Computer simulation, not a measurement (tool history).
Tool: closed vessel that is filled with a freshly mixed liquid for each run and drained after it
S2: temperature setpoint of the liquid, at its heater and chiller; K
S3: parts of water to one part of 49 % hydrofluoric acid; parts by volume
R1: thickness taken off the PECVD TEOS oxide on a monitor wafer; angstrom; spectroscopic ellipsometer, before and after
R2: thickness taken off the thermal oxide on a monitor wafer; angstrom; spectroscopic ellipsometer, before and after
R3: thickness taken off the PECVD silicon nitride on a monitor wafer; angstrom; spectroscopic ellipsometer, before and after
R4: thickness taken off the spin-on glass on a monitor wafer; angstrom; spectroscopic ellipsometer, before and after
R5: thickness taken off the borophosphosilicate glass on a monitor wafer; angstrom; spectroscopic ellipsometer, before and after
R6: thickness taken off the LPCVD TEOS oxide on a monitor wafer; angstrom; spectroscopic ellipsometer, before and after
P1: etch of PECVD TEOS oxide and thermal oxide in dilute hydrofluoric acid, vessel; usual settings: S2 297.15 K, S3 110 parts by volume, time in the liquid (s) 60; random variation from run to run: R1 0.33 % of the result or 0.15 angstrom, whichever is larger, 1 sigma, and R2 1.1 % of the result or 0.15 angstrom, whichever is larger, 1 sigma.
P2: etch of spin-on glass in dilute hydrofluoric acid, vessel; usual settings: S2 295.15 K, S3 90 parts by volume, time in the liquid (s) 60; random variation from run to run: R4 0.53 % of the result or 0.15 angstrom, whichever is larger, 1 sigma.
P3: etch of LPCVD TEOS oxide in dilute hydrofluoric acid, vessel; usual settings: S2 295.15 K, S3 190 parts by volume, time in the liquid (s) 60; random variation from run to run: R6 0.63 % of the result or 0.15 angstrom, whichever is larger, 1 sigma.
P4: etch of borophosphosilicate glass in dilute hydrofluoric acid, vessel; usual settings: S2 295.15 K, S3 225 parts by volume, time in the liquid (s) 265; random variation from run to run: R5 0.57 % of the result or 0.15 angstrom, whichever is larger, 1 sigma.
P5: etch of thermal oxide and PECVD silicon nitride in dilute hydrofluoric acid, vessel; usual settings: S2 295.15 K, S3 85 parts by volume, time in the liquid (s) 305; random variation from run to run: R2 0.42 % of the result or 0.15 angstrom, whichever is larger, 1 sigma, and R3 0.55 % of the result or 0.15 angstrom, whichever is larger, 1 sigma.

run 1 hour=15.4 | process_that_ran=P1 S2=297.15 S3=110 time_in_the_liquid_(s)=60 | R1=95.948 R2=25.158
run 2 hour=27.5 | process_that_ran=P1 S2=297.15 S3=110 time_in_the_liquid_(s)=60 | R1=96.157 R2=25.212
run 3 hour=44.8 | process_that_ran=P1 S2=297.15 S3=110 time_in_the_liquid_(s)=60 | R1=96.725 R2=25.196
run 4 hour=59.7 | process_that_ran=P1 S2=297.15 S3=150 time_in_the_liquid_(s)=60 | R1=67.527 R2=17.795
run 5 hour=74.8 | process_that_ran=P1 S2=297.15 S3=110 time_in_the_liquid_(s)=95 | R1=152.2 R2=40.854
run 6 hour=82.6 | process_that_ran=P5 S2=295.15 S3=25 time_in_the_liquid_(s)=305 | R2=671.08 R3=576.06
run 7 hour=93 | process_that_ran=P5 S2=290.65 S3=85 time_in_the_liquid_(s)=305 | R2=151.27 R3=127.89
run 8 hour=102 | process_that_ran=P1 S2=297.15 S3=110 time_in_the_liquid_(s)=60 | R1=96.613 R2=26.228
run 9 hour=115.2 | process_that_ran=P1 S2=305.15 S3=110 time_in_the_liquid_(s)=60 | R1=130.86 R2=35.279
run 10 hour=124.1 | process_that_ran=P2 S2=290.15 S3=90 time_in_the_liquid_(s)=60 | R4=209.59
run 11 hour=137 | process_that_ran=P4 S2=290.15 S3=225 time_in_the_liquid_(s)=265 | R5=207.93
run 12 hour=144.8 | process_that_ran=P5 S2=295.15 S3=85 time_in_the_liquid_(s)=305 | R2=182.51 R3=175.23
-- hour=151.3 hydrofluoric acid flow meter replaced
run 13 hour=158.6 | process_that_ran=P4 S2=295.15 S3=405 time_in_the_liquid_(s)=265 | R5=117.61
run 14 hour=170.1 | process_that_ran=P1 S2=297.15 S3=110 time_in_the_liquid_(s)=60 | R1=96.362 R2=25.718
run 15 hour=181.6 | process_that_ran=P4 S2=295.15 S3=225 time_in_the_liquid_(s)=470 | R5=444.01
run 16 hour=196.1 | process_that_ran=P3 S2=295.15 S3=190 time_in_the_liquid_(s)=30 | R6=22.146
run 17 hour=206.6 | process_that_ran=P2 S2=295.15 S3=20 time_in_the_liquid_(s)=60 | R4=1250.1
run 18 hour=216.5 | process_that_ran=P5 S2=295.15 S3=85 time_in_the_liquid_(s)=130 | R2=78.243 R3=74.303
run 19 hour=227.9 | process_that_ran=P3 S2=302.65 S3=190 time_in_the_liquid_(s)=60 | R6=58.583
run 20 hour=235.6 | process_that_ran=P1 S2=293.65 S3=145 time_in_the_liquid_(s)=60 | R1=61.25 R2=16.266
run 21 hour=251.3 | process_that_ran=P2 S2=295.15 S3=90 time_in_the_liquid_(s)=60 | R4=255.3
run 22 hour=266.1 | process_that_ran=P3 S2=295.15 S3=275 time_in_the_liquid_(s)=60 | R6=28.501
run 23 hour=278.8 | process_that_ran=P1 S2=297.15 S3=110 time_in_the_liquid_(s)=35 | R1=56.172 R2=15.217
run 24 hour=287.5 | process_that_ran=P2 S2=295.15 S3=90 time_in_the_liquid_(s)=105 | R4=448.64
run 25 hour=297.6 | process_that_ran=P1 S2=297.15 S3=55 time_in_the_liquid_(s)=60 | R1=207.46 R2=52.925
run 26 hour=305.4 | process_that_ran=P4 S2=295.15 S3=225 time_in_the_liquid_(s)=265 | R5=253.81
run 27 hour=316.6 | process_that_ran=P5 S2=295.15 S3=85 time_in_the_liquid_(s)=305 | R2=181.69 R3=173.71

Forecast run 28:
run 28 hour=326.6 | process_that_ran=P1 S2=292.15 S3=110 time_in_the_liquid_(s)=60 | R1=? R2=?

{"run 28": {"R1": 78.93, "R2": 20.812}}
